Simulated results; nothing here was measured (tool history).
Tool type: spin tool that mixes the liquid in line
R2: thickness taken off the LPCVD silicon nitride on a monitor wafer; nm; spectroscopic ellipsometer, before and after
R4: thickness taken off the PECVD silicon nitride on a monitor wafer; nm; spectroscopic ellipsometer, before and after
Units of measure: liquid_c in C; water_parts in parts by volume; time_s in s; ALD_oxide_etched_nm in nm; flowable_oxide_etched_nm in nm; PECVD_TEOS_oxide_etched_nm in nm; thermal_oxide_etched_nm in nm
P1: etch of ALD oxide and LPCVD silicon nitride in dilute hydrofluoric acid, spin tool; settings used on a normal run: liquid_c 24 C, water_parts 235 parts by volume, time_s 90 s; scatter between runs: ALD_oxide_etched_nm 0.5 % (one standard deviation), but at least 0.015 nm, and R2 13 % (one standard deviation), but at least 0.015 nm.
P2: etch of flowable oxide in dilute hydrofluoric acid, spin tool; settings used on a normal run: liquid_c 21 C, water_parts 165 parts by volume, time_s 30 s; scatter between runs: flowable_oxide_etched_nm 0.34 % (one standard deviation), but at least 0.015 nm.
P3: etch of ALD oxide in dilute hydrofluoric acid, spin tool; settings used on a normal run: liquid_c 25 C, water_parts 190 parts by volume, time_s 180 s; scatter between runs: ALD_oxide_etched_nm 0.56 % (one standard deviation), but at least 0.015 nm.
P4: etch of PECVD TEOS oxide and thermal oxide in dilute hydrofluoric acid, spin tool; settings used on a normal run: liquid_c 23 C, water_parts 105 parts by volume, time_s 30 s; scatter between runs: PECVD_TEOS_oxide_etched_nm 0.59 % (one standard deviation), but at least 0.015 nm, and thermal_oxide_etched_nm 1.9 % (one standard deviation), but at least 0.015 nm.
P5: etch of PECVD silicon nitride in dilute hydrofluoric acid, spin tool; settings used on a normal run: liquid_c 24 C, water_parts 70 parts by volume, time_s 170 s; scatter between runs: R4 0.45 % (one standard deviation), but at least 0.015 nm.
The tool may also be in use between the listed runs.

Run 1, hour 17.3: process P1, liquid_c 24 C, water_parts 235 parts by volume, time_s 90 s. Result: ALD_oxide_etched_nm 5.8707 nm, R2 0.19716 nm.
Run 2, hour 31.1: process P3, liquid_c 25 C, water_parts 280 parts by volume, time_s 180 s. Result: ALD_oxide_etched_nm 6.297 nm.
Run 3, hour 46.4: process P3, liquid_c 31 C, water_parts 190 parts by volume, time_s 180 s. Result: ALD_oxide_etched_nm 12.577 nm.
Run 4, hour 60.7: process P2, liquid_c 21 C, water_parts 100 parts by volume, time_s 30 s. Result: flowable_oxide_etched_nm 15.994 nm.
At hour 62.1: hydrofluoric acid flow meter replaced.
Run 5, hour 77.2: process P1, liquid_c 18 C, water_parts 235 parts by volume, time_s 50 s. Result: ALD_oxide_etched_nm 2.6559 nm, R2 0.083412 nm.
Run 6, hour 89.5: process P5, liquid_c 24 C, water_parts 70 parts by volume, time_s 25 s. Result: R4 1.1113 nm.
Run 7, hour 98.5: process P1, liquid_c 27.5 C, water_parts 235 parts by volume, time_s 90 s. Result: ALD_oxide_etched_nm 6.7477 nm, R2 0.18039 nm.
Run 8, hour 106.9: process P3, liquid_c 25 C, water_parts 190 parts by volume, time_s 15 s. Result: ALD_oxide_etched_nm 0.8608 nm.
At hour 115.8: thermometer replaced.
Run 9, hour 117.2: process P1, liquid_c 24 C, water_parts 235 parts by volume, time_s 90 s. Result: ALD_oxide_etched_nm 5.944 nm, R2 0.17181 nm.
Run 10, hour 132.5: process P1, liquid_c 28.5 C, water_parts 235 parts by volume, time_s 25 s. Result: ALD_oxide_etched_nm 1.9067 nm, R2 0.047667 nm.
Run 11, hour 149.1: process P5, liquid_c 24 C, water_parts 70 parts by volume, time_s 170 s. Result: R4 7.5081 nm.
Run 12, hour 159.7: process P2, liquid_c 21 C, water_parts 165 parts by volume, time_s 30 s. Result: flowable_oxide_etched_nm 9.0457 nm.
Run 13, hour 176.2: process P2, liquid_c 17 C, water_parts 165 parts by volume, time_s 30 s. Result: flowable_oxide_etched_nm 7.7307 nm.
Run 14, hour 187.7: process P1, liquid_c 24 C, water_parts 350 parts by volume, time_s 90 s. Result: ALD_oxide_etched_nm 3.571 nm, R2 0.11058 nm.
Run 15, hour 203.6: process P1, liquid_c 29 C, water_parts 235 parts by volume, time_s 170 s. Result: ALD_oxide_etched_nm 13.402 nm, R2 0.45606 nm.
Run 16, hour 215: process P1, liquid_c 24 C, water_parts 235 parts by volume, time_s 90 s. Result: ALD_oxide_etched_nm 5.9323 nm, R2 0.14092 nm.
Run 17, hour 230: process P4, liquid_c 17 C, water_parts 105 parts by volume, time_s 30 s. Result: PECVD_TEOS_oxide_etched_nm 4.1509 nm, thermal_oxide_etched_nm 1.0393 nm.
Run 18, hour 242.3: process P2, liquid_c 21 C, water_parts 165 parts by volume, time_s 15 s. Result: flowable_oxide_etched_nm 4.5506 nm.
Run 19, hour 250.3: process P1, liquid_c 24 C, water_parts 235 parts by volume, time_s 90 s. Result: ALD_oxide_etched_nm 5.9235 nm, R2 0.18664 nm.
Run 20, hour 264.8: process P1, liquid_c 24 C, water_parts 235 parts by volume, time_s 90 s. Result: ALD_oxide_etched_nm 5.9531 nm, R2 0.19339 nm.
Run 21, hour 280.2: process P4, liquid_c 23 C, water_parts 105 parts by volume, time_s 30 s. Result: PECVD_TEOS_oxide_etched_nm 5.3149 nm, thermal_oxide_etched_nm 1.3035 nm.
Run 22, hour 288.7: process P1, liquid_c 18.5 C, water_parts 235 parts by volume, time_s 90 s. Result: ALD_oxide_etched_nm 4.8176 nm, R2 0.14322 nm.
Run 23, hour 300: process P1, liquid_c 24 C, water_parts 235 parts by volume, time_s 165 s. Result: ALD_oxide_etched_nm 10.942 nm, R2 0.28708 nm.
Run 24, hour 312.7: process P1, liquid_c 24 C, water_parts 235 parts by volume, time_s 35 s. Result: ALD_oxide_etched_nm 2.3225 nm, R2 0.061063 nm.
Run 25, hour 326.2: process P5, liquid_c 17 C, water_parts 70 parts by volume, time_s 170 s. Result: R4 4.6547 nm.
Run 26, hour 334.6: process P5, liquid_c 24 C, water_parts 70 parts by volume, time_s 170 s. Result: R4 7.51 nm.
Run 27, hour 351.9: process P1, liquid_c 24 C, water_parts 110 parts by volume, time_s 90 s. Result: ALD_oxide_etched_nm 14.594 nm, R2 0.36977 nm.
Run 28, hour 360.4: process P5, liquid_c 24 C, water_parts 20 parts by volume, time_s 170 s. Result: R4 25.215 nm.
Run 29, hour 374.4: process P4, liquid_c 23 C, water_parts 160 parts by volume, time_s 30 s. Result: PECVD_TEOS_oxide_etched_nm 3.3015 nm, thermal_oxide_etched_nm 0.79155 nm.
Run 30, hour 388.4: process P4, liquid_c 23 C, water_parts 105 parts by volume, time_s 15 s. Result: PECVD_TEOS_oxide_etched_nm 2.6793 nm, thermal_oxide_etched_nm 0.65985 nm.
Run 31, hour 403.7: process P3, liquid_c 25 C, water_parts 190 parts by volume, time_s 180 s. Result: ALD_oxide_etched_nm 10.171 nm.
Run 32, hour 420.2: process P1, liquid_c 24 C, water_parts 235 parts by volume, time_s 90 s. Result: ALD_oxide_etched_nm 5.9225 nm, R2 0.19475 nm.
Run 33, hour 428.3: process P1, liquid_c 24 C, water_parts 235 parts by volume, time_s 90 s. Result: ALD_oxide_etched_nm 5.8 nm, R2 0.1676 nm.
Run 34, hour 440.2: process P1, liquid_c 24 C, water_parts 235 parts by volume, time_s 90 s. Result: ALD_oxide_etched_nm 5.724 nm, R2 0.21833 nm.
Run 35, hour 451.7: process P1, liquid_c 24 C, water_parts 235 parts by volume, time_s 90 s. Result: ALD_oxide_etched_nm 5.7337 nm, R2 0.18723 nm.
Run 36, hour 462.1: process P1, liquid_c 24 C, water_parts 235 parts by volume, time_s 90 s. Result: ALD_oxide_etched_nm 5.7285 nm, R2 0.13959 nm.
Run 37, hour 470.8: process P1, liquid_c 24 C, water_parts 235 parts by volume, time_s 90 s. Result: ALD_oxide_etched_nm 5.6558 nm, R2 0.18607 nm.
Run 38, hour 486.3: process P1, liquid_c 24 C, water_parts 235 parts by volume, time_s 90 s. Result: ALD_oxide_etched_nm 5.6641 nm, R2 0.15748 nm.
Run 39, hour 494: process P1, liquid_c 24 C, water_parts 235 parts by volume, time_s 90 s. Result: ALD_oxide_etched_nm 5.606 nm, R2 0.23019 nm.
Run 40, hour 503.3: process P1, liquid_c 24 C, water_parts 235 parts by volume, time_s 90 s. Result: ALD_oxide_etched_nm 5.6523 nm, R2 0.1888 nm.
Run 41, hour 517.8: process P1, liquid_c 24 C, water_parts 235 parts by volume, time_s 90 s. Result: ALD_oxide_etched_nm 5.634 nm, R2 0.1692 nm.

The log shows P1 creeping away from where it was. Any of the 2 causes listed here, at the size stated for it, fits the log just as well as the others:
A: hydrofluoric acid flow below the setpoint (%) = 4.14
B: liquid colder than its thermometer reads (K) = 1.45
At approximately hour 420.2, the process output began to creep.

4 check runs are offered, one wafer each, their results left as question marks. Which one tells the causes apart?
Run check 1, hour 532.3: process P2, liquid_c 17.5 C, water_parts 165 parts by volume, time_s 15 s. Result: flowable_oxide_etched_nm ?.
Run check 2, hour 532.3: process P4, liquid_c 18.5 C, water_parts 135 parts by volume, time_s 30 s. Result: PECVD_TEOS_oxide_etched_nm ?, thermal_oxide_etched_nm ?.
Run check 3, hour 532.3: process P3, liquid_c 30.5 C, water_parts 190 parts by volume, time_s 75 s. Result: ALD_oxide_etched_nm ?.
Run check 4, hour 532.3: process P5, liquid_c 18 C, water_parts 20 parts by volume, time_s 170 s. Result: R4 ?.

What every check run would give for each of its results, assuming each possible cause in turn:
  check                      result     if A     if B
check 1    flowable_oxide_etched_nm   3.7534   3.7163
check 2  PECVD_TEOS_oxide_etched_nm   3.1813   3.1457
check 2     thermal_oxide_etched_nm  0.78529  0.77648
check 3         ALD_oxide_etched_nm   4.9033   4.9128
check 4                          R4   15.967   14.974
Minimum pairwise separation of causes per check, each pair taken at its best-separating result: check 1 0.99 %; check 2 1.13 %; check 3 0.19 %; check 4 6.43 %
Check 4 tells the causes apart: in the others they would give nearly the same result.

Check 4 has now been run. It gave: R4 15.881 nm. Which of the candidate causes is it?

Of the candidate causes, it is A: hydrofluoric acid flow below the setpoint (%).
